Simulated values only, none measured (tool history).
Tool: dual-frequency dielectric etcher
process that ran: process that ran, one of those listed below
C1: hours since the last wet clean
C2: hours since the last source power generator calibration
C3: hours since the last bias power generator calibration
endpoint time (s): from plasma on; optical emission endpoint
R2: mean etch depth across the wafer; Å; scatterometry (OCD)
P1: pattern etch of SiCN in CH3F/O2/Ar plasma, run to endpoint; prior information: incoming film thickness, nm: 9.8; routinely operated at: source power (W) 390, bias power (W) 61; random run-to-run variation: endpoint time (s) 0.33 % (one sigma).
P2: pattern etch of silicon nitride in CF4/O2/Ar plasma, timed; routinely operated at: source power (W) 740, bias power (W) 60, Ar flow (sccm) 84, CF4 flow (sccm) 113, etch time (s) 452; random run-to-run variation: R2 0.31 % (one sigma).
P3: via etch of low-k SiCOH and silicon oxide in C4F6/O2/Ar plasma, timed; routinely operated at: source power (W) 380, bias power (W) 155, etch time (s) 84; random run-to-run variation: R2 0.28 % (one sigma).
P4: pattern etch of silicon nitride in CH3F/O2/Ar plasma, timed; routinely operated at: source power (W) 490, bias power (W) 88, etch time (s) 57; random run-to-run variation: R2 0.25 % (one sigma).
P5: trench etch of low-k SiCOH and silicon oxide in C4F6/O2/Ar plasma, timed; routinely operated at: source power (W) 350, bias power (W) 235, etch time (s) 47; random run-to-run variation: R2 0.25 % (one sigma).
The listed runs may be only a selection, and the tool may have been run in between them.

Run 1, day 0.125: process that ran P1, source power (W) 390, bias power (W) 61; C1 179.5; C2 1201; C3 1344.3. Result: endpoint time (s) 27.273.
Run 2, day 0.275: process that ran P4, source power (W) 600, bias power (W) 88, etch time (s) 57; C1 183.1; C2 1204.6; C3 1347.9. Result: R2 510.21 Å.
Run 3, day 0.433: process that ran P1, source power (W) 390, bias power (W) 61; C1 186.9; C2 1208.4; C3 1351.7. Result: endpoint time (s) 27.188.
Run 4, day 0.533: process that ran P5, source power (W) 350, bias power (W) 235, etch time (s) 63.5; C1 189.3; C2 1210.8; C3 1354.1. Result: R2 2120.7 Å.
Run 5, day 0.712: process that ran P2, source power (W) 740, bias power (W) 60, etch time (s) 452, Ar flow (sccm) 84, CF4 flow (sccm) 113; C1 193.6; C2 1215.1; C3 1358.4. Result: R2 13395 Å.
Run 6, day 0.833: process that ran P1, source power (W) 390, bias power (W) 61; C1 196.5; C2 1218; C3 1361.3. Result: endpoint time (s) 27.299.
Run 7, day 0.933: process that ran P2, source power (W) 740, bias power (W) 60, etch time (s) 452, Ar flow (sccm) 84, CF4 flow (sccm) 113; C1 198.9; C2 1220.4; C3 1363.7. Result: R2 13431 Å.
Run 8, day 1.071: process that ran P5, source power (W) 350, bias power (W) 235, etch time (s) 47; C1 202.2; C2 1223.7; C3 1367. Result: R2 1574.9 Å.
Run 9, day 1.179: process that ran P2, source power (W) 740, bias power (W) 83, etch time (s) 452, Ar flow (sccm) 84, CF4 flow (sccm) 113; C1 204.8; C2 1226.3; C3 1369.6. Result: R2 15136 Å.
Run 10, day 1.371: process that ran P1, source power (W) 390, bias power (W) 61; C1 209.4; C2 1230.9; C3 1374.2. Result: endpoint time (s) 27.417.
Run 11, day 1.517: process that ran P1, source power (W) 490, bias power (W) 71; C1 212.9; C2 1234.4; C3 1377.7. Result: endpoint time (s) 23.723.
Run 12, day 1.658: process that ran P5, source power (W) 420, bias power (W) 235, etch time (s) 47; C1 216.3; C2 1237.8; C3 1381.1. Result: R2 1696.3 Å.
Run 13, day 1.75: process that ran P4, source power (W) 490, bias power (W) 88, etch time (s) 31.5; C1 218.5; C2 1240; C3 1383.3. Result: R2 261.01 Å.
Run 14, day 1.892: process that ran P3, source power (W) 380, bias power (W) 155, etch time (s) 115.5; C1 221.9; C2 1243.4; C3 1386.7. Result: R2 3081.3 Å.
Run 15, day 2.021: process that ran P4, source power (W) 490, bias power (W) 88, etch time (s) 57; C1 225; C2 1246.5; C3 1389.8. Result: R2 474.51 Å.
Run 16, day 2.171: process that ran P1, source power (W) 470, bias power (W) 43; C1 228.6; C2 1250.1; C3 1393.4. Result: endpoint time (s) 28.417.
Run 17, day 2.296: process that ran P1, source power (W) 390, bias power (W) 61; C1 231.6; C2 1253.1; C3 1396.4. Result: endpoint time (s) 27.303.
Run 18, day 2.392: process that ran P4, source power (W) 490, bias power (W) 88, etch time (s) 57; C1 233.9; C2 1255.4; C3 1398.7. Result: R2 472.93 Å.
Run 19, day 2.529: process that ran P3, source power (W) 380, bias power (W) 155, etch time (s) 84; C1 237.2; C2 1258.7; C3 1402. Result: R2 2216 Å.
Run 20, day 2.621: process that ran P1, source power (W) 530, bias power (W) 71; C1 239.4; C2 1260.9; C3 1404.2. Result: endpoint time (s) 23.12.
Run 21, day 2.821: process that ran P1, source power (W) 300, bias power (W) 61; C1 244.2; C2 1265.7; C3 1409. Result: endpoint time (s) 30.244.
Run 22, day 2.979: process that ran P5, source power (W) 350, bias power (W) 176, etch time (s) 47; C1 248; C2 1269.5; C3 1412.8. Result: R2 1440.1 Å.
Run 23, day 3.15: process that ran P2, source power (W) 740, bias power (W) 60, etch time (s) 452, Ar flow (sccm) 84, CF4 flow (sccm) 89; C1 252.1; C2 1273.6; C3 1416.9. Result: R2 13043 Å.
Run 24, day 3.275: process that ran P1, source power (W) 500, bias power (W) 61; C1 255.1; C2 1276.6; C3 1419.9. Result: endpoint time (s) 24.68.
Run 25, day 3.425: process that ran P2, source power (W) 740, bias power (W) 60, etch time (s) 452, Ar flow (sccm) 109, CF4 flow (sccm) 113; C1 258.7; C2 1280.2; C3 1423.5. Result: R2 12994 Å.
Run 26, day 3.525: process that ran P4, source power (W) 490, bias power (W) 106, etch time (s) 57; C1 261.1; C2 1282.6; C3 1425.9. Result: R2 506.6 Å.
Run 27, day 3.617: process that ran P1, source power (W) 390, bias power (W) 61; C1 263.3; C2 1284.8; C3 1428.1. Result: endpoint time (s) 27.247.
Run 28, day 3.733: process that ran P3, source power (W) 380, bias power (W) 95, etch time (s) 84; C1 266.1; C2 1287.6; C3 1430.9. Result: R2 1936.2 Å.
Run 29, day 3.912: process that ran P1, source power (W) 390, bias power (W) 79; C1 270.4; C2 1291.9; C3 1435.2. Result: endpoint time (s) 24.966.
Run 30, day 4.117: process that ran P2, source power (W) 740, bias power (W) 60, etch time (s) 248.5, Ar flow (sccm) 84, CF4 flow (sccm) 113; C1 275.3; C2 1296.8; C3 1440.1. Result: R2 7351.2 Å.
Run 31, day 4.242: process that ran P1, source power (W) 390, bias power (W) 41; C1 278.3; C2 1299.8; C3 1443.1. Result: endpoint time (s) 31.102.
Run 32, day 4.362: process that ran P1, source power (W) 390, bias power (W) 61; C1 281.2; C2 1302.7; C3 1446. Result: endpoint time (s) 27.325.
Run 33, day 4.512: process that ran P3, source power (W) 520, bias power (W) 155, etch time (s) 84; C1 284.8; C2 1306.3; C3 1449.6. Result: R2 2523.8 Å.
Run 34, day 4.654: process that ran P5, source power (W) 350, bias power (W) 235, etch time (s) 47; C1 288.2; C2 1309.7; C3 1453. Result: R2 1578 Å.
Run 35, day 4.833: process that ran P2, source power (W) 970, bias power (W) 60, etch time (s) 452, Ar flow (sccm) 84, CF4 flow (sccm) 113; C1 292.5; C2 1314; C3 1457.3. Result: R2 16994 Å.
Run 36, day 4.925: process that ran P1, source power (W) 390, bias power (W) 61; C1 294.7; C2 1316.2; C3 1459.5. Result: endpoint time (s) 27.244.
Run 37, day 5.088: process that ran P1, source power (W) 390, bias power (W) 61; C1 298.6; C2 1320.1; C3 1463.4. Result: endpoint time (s) 27.088.
Run 38, day 5.283: process that ran P1, source power (W) 390, bias power (W) 61; C1 303.3; C2 1324.8; C3 1468.1. Result: endpoint time (s) 26.844.
At day 5.333: wet clean of the chamber.
Run 39, day 5.475: process that ran P1, source power (W) 390, bias power (W) 61; C1 3.5; C2 1329.4; C3 1472.7. Result: endpoint time (s) 26.795.
Run 40, day 5.575: process that ran P1, source power (W) 390, bias power (W) 61; C1 5.9; C2 1331.8; C3 1475.1. Result: endpoint time (s) 26.925.
Run 41, day 5.679: process that ran P1, source power (W) 390, bias power (W) 61; C1 8.4; C2 1334.3; C3 1477.6. Result: endpoint time (s) 26.814.
Run 42, day 5.775: process that ran P1, source power (W) 390, bias power (W) 61; C1 10.7; C2 1336.6; C3 1479.9. Result: endpoint time (s) 26.858.

P1 no longer gives what it gave before; its output has crept away from where it was. The following 2 causes, each at its listed size, fit the log equally well:
A: source power that arrives over what is set, % = 4.44
B: bias power that arrives over what is set, % = 4.94
Creep in the process output first set in at about day 4.925.
Why every other cause is out:
chamber walls in a state that raises the etch rate, %: serviced after onset, at day 5.333, with no recovery of the prior output

Which of the check runs below tells the causes apart, meaning the causes would give it clearly different results? Each run uses 2 wafers whose results are averaged, and each result is shown as a question mark.
Run check 1, day 5.871: process that ran P4, source power (W) 490, bias power (W) 88, etch time (s) 57. Result: R2 ?.
Run check 2, day 5.871: process that ran P2, source power (W) 740, bias power (W) 60, etch time (s) 452, Ar flow (sccm) 84, CF4 flow (sccm) 113. Result: R2 ?.
Run check 3, day 5.871: process that ran P3, source power (W) 380, bias power (W) 155, etch time (s) 84. Result: R2 ?.
Run check 4, day 5.871: process that ran P5, source power (W) 350, bias power (W) 235, etch time (s) 47. Result: R2 ?.

Outcome of each check run for each possible cause:
  check  result    if A    if B
check 1      R2  480.16  480.51
check 2      R2   13913   13633
check 3      R2  2271.2  2266.3
check 4      R2  1604.8  1604.3
Distance between the nearest two causes, measured in the result of the check that separates them most: check 1 0.07 %; check 2 2.03 %; check 3 0.22 %; check 4 0.03 %
Check 2 tells the causes apart: in the others they would give nearly the same result.

Here is what check 2 returned: R2 13634 Å. Which cause is it?

The correct cause is B, namely: bias power that arrives over what is set, %.
